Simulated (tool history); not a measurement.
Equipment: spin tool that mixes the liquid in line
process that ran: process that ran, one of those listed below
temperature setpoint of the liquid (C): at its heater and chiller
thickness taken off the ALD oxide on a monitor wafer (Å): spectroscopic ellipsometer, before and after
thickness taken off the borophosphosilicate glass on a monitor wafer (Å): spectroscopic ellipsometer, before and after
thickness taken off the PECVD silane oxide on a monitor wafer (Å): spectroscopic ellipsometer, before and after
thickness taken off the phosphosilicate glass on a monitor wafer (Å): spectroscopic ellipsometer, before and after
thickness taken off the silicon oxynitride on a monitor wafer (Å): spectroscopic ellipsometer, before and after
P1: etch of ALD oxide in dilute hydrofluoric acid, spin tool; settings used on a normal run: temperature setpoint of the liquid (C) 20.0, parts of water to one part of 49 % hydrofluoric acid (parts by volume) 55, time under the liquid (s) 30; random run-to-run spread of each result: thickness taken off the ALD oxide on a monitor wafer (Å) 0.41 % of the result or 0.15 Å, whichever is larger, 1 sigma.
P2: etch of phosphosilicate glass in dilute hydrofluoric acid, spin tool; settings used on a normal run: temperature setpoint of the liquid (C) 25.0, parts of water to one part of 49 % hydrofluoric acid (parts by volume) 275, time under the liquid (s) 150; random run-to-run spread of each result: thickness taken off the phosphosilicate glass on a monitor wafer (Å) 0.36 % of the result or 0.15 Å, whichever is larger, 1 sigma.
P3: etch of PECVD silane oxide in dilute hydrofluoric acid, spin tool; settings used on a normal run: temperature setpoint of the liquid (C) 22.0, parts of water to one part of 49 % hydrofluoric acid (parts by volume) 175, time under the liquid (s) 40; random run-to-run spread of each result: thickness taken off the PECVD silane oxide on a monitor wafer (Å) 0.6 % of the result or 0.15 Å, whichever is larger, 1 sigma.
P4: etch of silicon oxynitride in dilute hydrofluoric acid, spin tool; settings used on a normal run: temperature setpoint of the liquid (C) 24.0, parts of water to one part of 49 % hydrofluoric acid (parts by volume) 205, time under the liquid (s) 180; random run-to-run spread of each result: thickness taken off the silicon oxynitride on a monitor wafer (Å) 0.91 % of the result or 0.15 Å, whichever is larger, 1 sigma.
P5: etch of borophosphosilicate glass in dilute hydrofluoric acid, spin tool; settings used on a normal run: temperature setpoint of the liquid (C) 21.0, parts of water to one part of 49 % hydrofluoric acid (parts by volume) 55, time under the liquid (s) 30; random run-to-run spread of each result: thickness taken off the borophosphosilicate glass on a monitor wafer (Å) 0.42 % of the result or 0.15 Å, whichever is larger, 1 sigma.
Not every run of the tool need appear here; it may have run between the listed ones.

| run | hour | process that ran | temperature setpoint of the liquid (C) | parts of water to one part of 49 % hydrofluoric acid (parts by volume) | time under the liquid (s) | thickness taken off the ALD oxide on a monitor wafer (Å) | thickness taken off the borophosphosilicate glass on a monitor wafer (Å) | thickness taken off the PECVD silane oxide on a monitor wafer (Å) | thickness taken off the phosphosilicate glass on a monitor wafer (Å) | thickness taken off the silicon oxynitride on a monitor wafer (Å) |
|---|---|---|---|---|---|---|---|---|---|---|
| 1 | 13.6 | P1 | 20.0 | 55 | 30 | 88.007 |  |  |  |  |
| 2 | 27.6 | P5 | 21.0 | 100 | 30 |  | 141.20 |  |  |  |
| 3 | 36.4 | P1 | 27.5 | 55 | 60 | 242.590 |  |  |  |  |
| 4 | 46.2 | P1 | 20.0 | 55 | 30 | 88.230 |  |  |  |  |
| 5 | 61.2 | P1 | 20.0 | 55 | 30 | 87.607 |  |  |  |  |
| 6 | 68.5 | P1 | 20.0 | 55 | 60 | 176.580 |  |  |  |  |
| 7 | 76.0 | P1 | 20.0 | 75 | 30 | 63.400 |  |  |  |  |
| 8 | 85.0 | P3 | 22.0 | 175 | 40 |  |  | 56.781 |  |  |
| 9 | 98.5 | P1 | 20.0 | 55 | 15 | 44.497 |  |  |  |  |
| 10 | 109.3 | P3 | 22.0 | 35 | 40 |  |  | 333.750 |  |  |
| 11 | 122.1 | P1 | 20.0 | 55 | 30 | 88.507 |  |  |  |  |
| 12 | 133.8 | P5 | 28.0 | 55 | 30 |  | 360.85 |  |  |  |
| 13 | 148.7 | P2 | 29.0 | 275 | 150 |  |  |  | 574.93 |  |
| 14 | 163.9 | P2 | 25.0 | 275 | 150 |  |  |  | 503.16 |  |
|  | 169.2 | hydrofluoric acid flow meter replaced |
| 15 | 179.8 | P4 | 24.0 | 300 | 180 |  |  |  |  | 14.136 |
| 16 | 187.8 | P5 | 21.0 | 55 | 30 |  | 273.24 |  |  |  |
| 17 | 195.5 | P3 | 22.0 | 175 | 80 |  |  | 113.910 |  |  |
| 18 | 204.5 | P5 | 21.0 | 55 | 15 |  | 136.63 |  |  |  |
| 19 | 212.9 | P1 | 20.0 | 20 | 15 | 125.750 |  |  |  |  |
| 20 | 227.3 | P4 | 24.0 | 205 | 300 |  |  |  |  | 37.145 |
| 21 | 244.1 | P1 | 20.0 | 55 | 30 | 88.401 |  |  |  |  |
| 22 | 254.9 | P1 | 20.0 | 25 | 15 | 101.070 |  |  |  |  |
| 23 | 270.7 | P2 | 25.0 | 275 | 260 |  |  |  | 871.18 |  |
| 24 | 283.7 | P1 | 17.0 | 55 | 30 | 77.947 |  |  |  |  |
| 25 | 291.9 | P1 | 20.0 | 30 | 30 | 167.020 |  |  |  |  |
| 26 | 302.1 | P4 | 24.0 | 205 | 180 |  |  |  |  | 21.986 |
| 27 | 315.6 | P4 | 17.0 | 205 | 180 |  |  |  |  | 15.794 |
| 28 | 330.6 | P3 | 30.0 | 175 | 40 |  |  | 77.102 |  |  |
| 29 | 339.4 | P1 | 27.5 | 55 | 30 | 120.380 |  |  |  |  |
| 30 | 354.8 | P2 | 25.0 | 475 | 150 |  |  |  | 240.53 |  |
| 31 | 368.8 | P1 | 20.0 | 55 | 30 | 87.736 |  |  |  |  |
| 32 | 383.5 | P1 | 20.0 | 55 | 30 | 85.832 |  |  |  |  |
| 33 | 399.4 | P1 | 20.0 | 55 | 30 | 84.348 |  |  |  |  |
| 34 | 410.0 | P1 | 20.0 | 55 | 30 | 83.244 |  |  |  |  |
| 35 | 420.2 | P1 | 20.0 | 55 | 30 | 83.650 |  |  |  |  |
| 36 | 429.3 | P1 | 20.0 | 55 | 30 | 83.019 |  |  |  |  |
| 37 | 438.0 | P1 | 20.0 | 55 | 30 | 82.800 |  |  |  |  |
| 38 | 448.8 | P1 | 20.0 | 55 | 30 | 82.418 |  |  |  |  |
| 39 | 463.9 | P1 | 20.0 | 55 | 30 | 82.607 |  |  |  |  |
| 40 | 472.1 | P1 | 20.0 | 55 | 30 | 82.596 |  |  |  |  |
| 41 | 481.2 | P1 | 20.0 | 55 | 30 | 82.887 |  |  |  |  |
| 42 | 497.2 | P1 | 20.0 | 55 | 30 | 82.479 |  |  |  |  |

The output of P1 has drifted from where it used to be. Each of the 2 causes below, taken at the size shown beside it, accounts for the log equally well:
A: hydrofluoric acid flow below the setpoint (%) = 6.52
B: liquid colder than its thermometer reads (K) = 1.69
The process output started creeping at around hour 368.8.

Question marks stand in for the results of the 4 check runs listed below, each run on one wafer. Under which run would the listed causes show clearly different results?
| check 1 | 513.2 | P3 | 29.5 | 55 | 40 |  |  | ? |  |  |
| check 2 | 513.2 | P5 | 21.0 | 90 | 15 |  | ? |  |  |  |
| check 3 | 513.2 | P4 | 24.0 | 205 | 295 |  |  |  |  | ? |
| check 4 | 513.2 | P2 | 25.0 | 380 | 150 |  |  |  | ? |  |

How each check would come out, cause by cause:
| check | result | if A | if B |
|---|---|---|---|
| check 1 | thickness taken off the PECVD silane oxide on a monitor wafer (Å) | 262.970 | 264.700 |
| check 2 | thickness taken off the borophosphosilicate glass on a monitor wafer (Å) | 74.335 | 74.703 |
| check 3 | thickness taken off the silicon oxynitride on a monitor wafer (Å) | 33.349 | 33.422 |
| check 4 | thickness taken off the phosphosilicate glass on a monitor wafer (Å) | 300.73 | 311.67 |
How far apart the two closest causes lie, in the result that separates them most: check 1 0.65 %; check 2 0.49 %; check 3 0.22 %; check 4 3.57 %
Check 4 distinguishes between the causes, while the remaining checks would return nearly the same result for all of them.

Check 4 has now been run. It gave: thickness taken off the phosphosilicate glass on a monitor wafer (Å) 310.56. Which of the candidate causes is it?

Of the candidate causes, it is B: liquid colder than its thermometer reads (K).
